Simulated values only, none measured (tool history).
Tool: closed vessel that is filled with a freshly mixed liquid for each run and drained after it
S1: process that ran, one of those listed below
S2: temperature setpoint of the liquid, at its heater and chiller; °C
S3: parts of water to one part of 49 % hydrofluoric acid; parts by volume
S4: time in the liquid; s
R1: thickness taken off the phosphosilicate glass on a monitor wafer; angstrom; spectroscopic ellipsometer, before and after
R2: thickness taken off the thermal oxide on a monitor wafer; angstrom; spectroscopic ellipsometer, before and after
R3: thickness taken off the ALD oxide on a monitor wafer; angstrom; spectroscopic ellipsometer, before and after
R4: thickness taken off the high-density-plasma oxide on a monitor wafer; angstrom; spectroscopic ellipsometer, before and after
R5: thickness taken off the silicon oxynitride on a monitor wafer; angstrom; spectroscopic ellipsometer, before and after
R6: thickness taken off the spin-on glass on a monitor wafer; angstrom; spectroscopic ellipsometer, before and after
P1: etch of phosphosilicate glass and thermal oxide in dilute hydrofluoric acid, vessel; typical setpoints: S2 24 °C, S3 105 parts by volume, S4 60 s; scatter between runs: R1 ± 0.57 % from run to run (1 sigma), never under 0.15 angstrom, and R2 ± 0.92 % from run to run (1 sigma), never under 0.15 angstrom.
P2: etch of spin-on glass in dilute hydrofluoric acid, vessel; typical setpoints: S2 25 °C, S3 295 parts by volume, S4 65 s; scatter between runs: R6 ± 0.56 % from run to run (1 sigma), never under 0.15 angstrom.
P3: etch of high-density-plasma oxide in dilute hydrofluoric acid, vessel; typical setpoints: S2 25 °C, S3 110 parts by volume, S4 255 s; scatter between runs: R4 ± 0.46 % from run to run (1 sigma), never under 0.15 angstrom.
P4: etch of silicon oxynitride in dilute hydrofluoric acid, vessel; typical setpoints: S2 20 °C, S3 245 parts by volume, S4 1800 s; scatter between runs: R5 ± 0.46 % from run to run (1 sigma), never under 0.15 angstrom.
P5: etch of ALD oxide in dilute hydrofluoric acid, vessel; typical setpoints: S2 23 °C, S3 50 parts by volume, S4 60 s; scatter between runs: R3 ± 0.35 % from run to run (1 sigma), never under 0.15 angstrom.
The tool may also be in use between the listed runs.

run 1 hour=2.4 | S1=P1 S2=24 S3=105 S4=60 | R1=697.67 R2=26.47
run 2 hour=5.1 | S1=P5 S2=23 S3=50 S4=60 | R3=227.4
run 3 hour=8.5 | S1=P1 S2=24 S3=55 S4=60 | R1=1407.5 R2=54.372
run 4 hour=13.5 | S1=P3 S2=18.5 S3=110 S4=255 | R4=145.79
run 5 hour=18.8 | S1=P4 S2=17 S3=245 S4=1800 | R5=77.461
run 6 hour=22.1 | S1=P1 S2=24 S3=105 S4=60 | R1=684.87 R2=26.479
run 7 hour=26.2 | S1=P4 S2=20 S3=375 S4=1800 | R5=53.724
run 8 hour=30.8 | S1=P1 S2=24 S3=105 S4=60 | R1=688.17 R2=26.855
run 9 hour=33.6 | S1=P1 S2=24 S3=105 S4=60 | R1=692.65 R2=26.389
run 10 hour=38.6 | S1=P1 S2=20 S3=105 S4=30 | R1=292.17 R2=11.325
run 11 hour=41.8 | S1=P2 S2=25 S3=540 S4=65 | R6=32.593
run 12 hour=45.7 | S1=P2 S2=25 S3=295 S4=65 | R6=73.478
run 13 hour=48.9 | S1=P1 S2=30.5 S3=105 S4=60 | R1=885.48 R2=34.099
run 14 hour=53 | S1=P4 S2=20 S3=245 S4=3010 | R5=149.46
run 15 hour=55.4 | S1=P3 S2=25 S3=110 S4=255 | R4=190.52
run 16 hour=60.5 | S1=P4 S2=20 S3=245 S4=1800 | R5=89.843
run 17 hour=64.2 | S1=P3 S2=25 S3=50 S4=255 | R4=451.57
run 18 hour=69.3 | S1=P5 S2=23 S3=20 S4=60 | R3=583.7
run 19 hour=72.4 | S1=P1 S2=24 S3=105 S4=60 | R1=689.08 R2=26.717
run 20 hour=76.8 | S1=P1 S2=24 S3=105 S4=105 | R1=1212.3 R2=46.507
run 21 hour=80.6 | S1=P1 S2=24 S3=140 S4=60 | R1=499.32 R2=19.345
run 22 hour=85 | S1=P2 S2=29.5 S3=295 S4=65 | R6=84.927
run 23 hour=87.7 | S1=P5 S2=23 S3=50 S4=30 | R3=113.21
run 24 hour=90.3 | S1=P3 S2=25 S3=110 S4=395 | R4=292.81
run 25 hour=93.7 | S1=P5 S2=23 S3=50 S4=60 | R3=226.58
run 26 hour=98.5 | S1=P1 S2=17 S3=105 S4=60 | R1=514.98 R2=20.453
run 27 hour=102.6 | S1=P5 S2=31 S3=50 S4=60 | R3=312.39
run 28 hour=105.6 | S1=P1 S2=24 S3=105 S4=30 | R1=348.03 R2=13.013
run 29 hour=108.4 | S1=P1 S2=24 S3=105 S4=60 | R1=685.71 R2=26.299
run 30 hour=111.2 | S1=P2 S2=25 S3=295 S4=110 | R6=123.09
run 31 hour=113.7 | S1=P1 S2=24 S3=105 S4=60 | R1=689.79 R2=26.297
run 32 hour=119 | S1=P1 S2=24 S3=105 S4=60 | R1=716.45 R2=27.667
run 33 hour=121.7 | S1=P1 S2=24 S3=105 S4=60 | R1=722.5 R2=28.076
run 34 hour=126 | S1=P1 S2=24 S3=105 S4=60 | R1=736.2 R2=28.316
run 35 hour=130.7 | S1=P1 S2=24 S3=105 S4=60 | R1=743.05 R2=29.227
run 36 hour=135.3 | S1=P1 S2=24 S3=105 S4=60 | R1=744.03 R2=28.858
run 37 hour=137.8 | S1=P1 S2=24 S3=105 S4=60 | R1=743.64 R2=28.883
run 38 hour=141.8 | S1=P1 S2=24 S3=105 S4=60 | R1=754.67 R2=28.951
run 39 hour=146.5 | S1=P1 S2=24 S3=105 S4=60 | R1=750.42 R2=29.012
run 40 hour=149.3 | S1=P1 S2=24 S3=105 S4=60 | R1=759.69 R2=29.552
run 41 hour=153.3 | S1=P1 S2=24 S3=105 S4=60 | R1=757.08 R2=29.047
run 42 hour=157 | S1=P1 S2=24 S3=105 S4=60 | R1=749.71 R2=29.001

The log shows P1 creeping away from where it was. Any of the 2 causes listed here, at the size stated for it, fits the log just as well as the others:
A: liquid hotter than its thermometer reads (K) = 2.23
B: hydrofluoric acid flow above the setpoint (%) = 8.06
The onset of the drift is placed at about hour 113.7.

Which of the check runs below tells the causes apart, meaning the causes would give it clearly different results? Each run uses 2 wafers whose results are averaged, and each result is shown as a question mark.
run check 1 hour=160.7 | S1=P2 S2=25 S3=500 S4=65 | R6=?
run check 2 hour=160.7 | S1=P3 S2=25 S3=65 S4=255 | R4=?
run check 3 hour=160.7 | S1=P5 S2=30.5 S3=50 S4=60 | R3=?
run check 4 hour=160.7 | S1=P4 S2=17 S3=370 S4=1800 | R5=?

Expected result of each check under each candidate cause:
check=check_1 result=R6 if_A=38.427 if_B=40.073
check=check_2 result=R4 if_A=371.23 if_B=369.34
check=check_3 result=R3 if_A=333.02 if_B=332.01
check=check_4 result=R5 if_A=53.166 if_B=52.835
Minimum pairwise separation of causes per check, each pair taken at its best-separating result: check 1 4.19 %; check 2 0.51 %; check 3 0.3 %; check 4 0.62 %
Check 1 distinguishes between the causes, while the remaining checks would return nearly the same result for all of them.

With check 1 done, the readings were: R6 39.951 angstrom. Identify which of the listed causes applies.

B is the cause: hydrofluoric acid flow above the setpoint (%).

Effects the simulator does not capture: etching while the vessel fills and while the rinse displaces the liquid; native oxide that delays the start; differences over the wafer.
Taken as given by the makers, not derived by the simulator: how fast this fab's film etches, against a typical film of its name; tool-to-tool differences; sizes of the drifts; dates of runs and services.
